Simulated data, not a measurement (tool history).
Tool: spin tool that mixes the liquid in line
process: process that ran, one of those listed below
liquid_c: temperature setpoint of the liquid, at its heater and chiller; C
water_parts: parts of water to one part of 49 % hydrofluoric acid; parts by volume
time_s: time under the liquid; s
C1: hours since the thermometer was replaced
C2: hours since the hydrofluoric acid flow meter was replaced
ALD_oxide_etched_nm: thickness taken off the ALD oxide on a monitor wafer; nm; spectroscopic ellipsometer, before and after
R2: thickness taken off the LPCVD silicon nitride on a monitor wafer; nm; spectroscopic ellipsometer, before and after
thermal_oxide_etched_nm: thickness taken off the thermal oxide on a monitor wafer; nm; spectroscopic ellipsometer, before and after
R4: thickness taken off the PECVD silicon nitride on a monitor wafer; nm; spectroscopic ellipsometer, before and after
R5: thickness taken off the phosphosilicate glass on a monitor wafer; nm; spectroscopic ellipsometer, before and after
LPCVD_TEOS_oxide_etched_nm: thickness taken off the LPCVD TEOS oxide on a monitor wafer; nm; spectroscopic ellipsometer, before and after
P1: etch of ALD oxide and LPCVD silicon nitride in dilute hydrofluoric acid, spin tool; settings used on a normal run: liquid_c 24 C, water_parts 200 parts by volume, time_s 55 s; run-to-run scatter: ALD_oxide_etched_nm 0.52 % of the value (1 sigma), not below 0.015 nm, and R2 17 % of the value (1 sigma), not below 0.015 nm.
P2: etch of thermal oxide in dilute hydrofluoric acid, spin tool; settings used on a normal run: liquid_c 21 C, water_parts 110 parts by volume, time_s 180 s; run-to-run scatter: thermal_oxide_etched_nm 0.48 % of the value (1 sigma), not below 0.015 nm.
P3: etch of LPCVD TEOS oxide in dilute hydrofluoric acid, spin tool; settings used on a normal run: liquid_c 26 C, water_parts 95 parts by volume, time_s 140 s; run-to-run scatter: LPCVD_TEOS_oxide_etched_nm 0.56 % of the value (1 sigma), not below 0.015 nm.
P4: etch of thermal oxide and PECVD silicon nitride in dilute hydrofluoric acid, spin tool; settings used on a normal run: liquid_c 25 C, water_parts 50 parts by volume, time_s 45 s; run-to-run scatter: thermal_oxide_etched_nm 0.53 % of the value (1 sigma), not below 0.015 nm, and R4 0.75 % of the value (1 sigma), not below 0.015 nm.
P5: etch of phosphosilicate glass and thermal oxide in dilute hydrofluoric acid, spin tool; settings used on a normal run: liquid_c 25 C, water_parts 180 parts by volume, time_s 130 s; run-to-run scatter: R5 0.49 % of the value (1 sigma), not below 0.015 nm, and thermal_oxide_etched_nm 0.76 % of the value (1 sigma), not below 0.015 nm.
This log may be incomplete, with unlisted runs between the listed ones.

{"run": 1, "hour": 4.8, "process": "P1", "liquid_c": 24, "water_parts": 200, "time_s": 55, "C1": 1661, "C2": 971.8, "ALD_oxide_etched_nm": 4.4061, "R2": 0.11862}
{"run": 2, "hour": 8.9, "process": "P1", "liquid_c": 24, "water_parts": 200, "time_s": 55, "C1": 1665.1, "C2": 975.9, "ALD_oxide_etched_nm": 4.396, "R2": 0.18154}
{"run": 3, "hour": 13.8, "process": "P2", "liquid_c": 21, "water_parts": 110, "time_s": 15, "C1": 1670, "C2": 980.8, "thermal_oxide_etched_nm": 0.61299}
{"run": 4, "hour": 16.9, "process": "P4", "liquid_c": 25, "water_parts": 50, "time_s": 45, "C1": 1673.1, "C2": 983.9, "thermal_oxide_etched_nm": 4.8771, "R4": 2.7285}
{"run": 5, "hour": 21.9, "process": "P5", "liquid_c": 25, "water_parts": 310, "time_s": 130, "C1": 1678.1, "C2": 988.9, "thermal_oxide_etched_nm": 1.6518, "R5": 20.817}
{"run": 6, "hour": 27.2, "process": "P5", "liquid_c": 25, "water_parts": 180, "time_s": 130, "C1": 1683.4, "C2": 994.2, "thermal_oxide_etched_nm": 3.2654, "R5": 40.627}
{"run": 7, "hour": 31.0, "process": "P2", "liquid_c": 21, "water_parts": 190, "time_s": 180, "C1": 1687.2, "C2": 998, "thermal_oxide_etched_nm": 3.8307}
{"run": 8, "hour": 34.8, "process": "P4", "liquid_c": 25, "water_parts": 80, "time_s": 45, "C1": 1691, "C2": 1001.8, "thermal_oxide_etched_nm": 2.9187, "R4": 1.784}
{"run": 9, "hour": 39.1, "process": "P1", "liquid_c": 24, "water_parts": 200, "time_s": 20, "C1": 1695.3, "C2": 1006.1, "ALD_oxide_etched_nm": 1.602, "R2": 0.030967}
{"run": 10, "hour": 44.3, "process": "P4", "liquid_c": 25, "water_parts": 50, "time_s": 15, "C1": 1700.5, "C2": 1011.3, "thermal_oxide_etched_nm": 1.6338, "R4": 0.97244}
{"run": 11, "hour": 47.8, "process": "P1", "liquid_c": 24, "water_parts": 200, "time_s": 55, "C1": 1704, "C2": 1014.8, "ALD_oxide_etched_nm": 4.3992, "R2": 0.12644}
{"run": 12, "hour": 53.1, "process": "P1", "liquid_c": 24, "water_parts": 50, "time_s": 55, "C1": 1709.3, "C2": 1020.1, "ALD_oxide_etched_nm": 21.106, "R2": 0.37363}
{"hour": 57.3, "done": "hydrofluoric acid flow meter replaced"}
{"run": 13, "hour": 57.4, "process": "P5", "liquid_c": 25, "water_parts": 180, "time_s": 25, "C1": 1713.6, "C2": 0.1, "thermal_oxide_etched_nm": 0.61985, "R5": 7.9324}
{"run": 14, "hour": 60.1, "process": "P1", "liquid_c": 24, "water_parts": 325, "time_s": 55, "C1": 1716.3, "C2": 2.8, "ALD_oxide_etched_nm": 2.3739, "R2": 0.065141}
{"run": 15, "hour": 64.8, "process": "P2", "liquid_c": 21, "water_parts": 110, "time_s": 180, "C1": 1721, "C2": 7.5, "thermal_oxide_etched_nm": 7.1556}
{"run": 16, "hour": 68.6, "process": "P3", "liquid_c": 20.5, "water_parts": 95, "time_s": 140, "C1": 1724.8, "C2": 11.3, "LPCVD_TEOS_oxide_etched_nm": 23.758}
{"run": 17, "hour": 71.1, "process": "P1", "liquid_c": 24, "water_parts": 200, "time_s": 55, "C1": 1727.3, "C2": 13.8, "ALD_oxide_etched_nm": 4.4208, "R2": 0.090064}
{"run": 18, "hour": 75.5, "process": "P5", "liquid_c": 33, "water_parts": 180, "time_s": 130, "C1": 1731.7, "C2": 18.2, "thermal_oxide_etched_nm": 4.3876, "R5": 54.658}
{"run": 19, "hour": 81.1, "process": "P1", "liquid_c": 18.5, "water_parts": 200, "time_s": 55, "C1": 1737.3, "C2": 23.8, "ALD_oxide_etched_nm": 3.5513, "R2": 0.071693}
{"run": 20, "hour": 84.5, "process": "P1", "liquid_c": 24, "water_parts": 200, "time_s": 55, "C1": 1740.7, "C2": 27.2, "ALD_oxide_etched_nm": 4.4096, "R2": 0.14204}
{"run": 21, "hour": 89.3, "process": "P2", "liquid_c": 17.5, "water_parts": 110, "time_s": 180, "C1": 1745.5, "C2": 32, "thermal_oxide_etched_nm": 6.2329}
{"run": 22, "hour": 93.6, "process": "P1", "liquid_c": 29.5, "water_parts": 200, "time_s": 55, "C1": 1749.8, "C2": 36.3, "ALD_oxide_etched_nm": 5.333, "R2": 0.12858}
{"run": 23, "hour": 97.4, "process": "P1", "liquid_c": 24, "water_parts": 270, "time_s": 85, "C1": 1753.6, "C2": 40.1, "ALD_oxide_etched_nm": 4.6946, "R2": 0.15342}

Estimate the outcome of run 24 from the log above:
{"run": 24, "hour": 101.7, "process": "P1", "liquid_c": 24, "water_parts": 200, "time_s": 100, "C1": 1757.9, "C2": 44.4, "ALD_oxide_etched_nm": "?", "R2": "?"}

ALD_oxide_etched_nm: 7.9436 nm
R2: 0.22343 nm
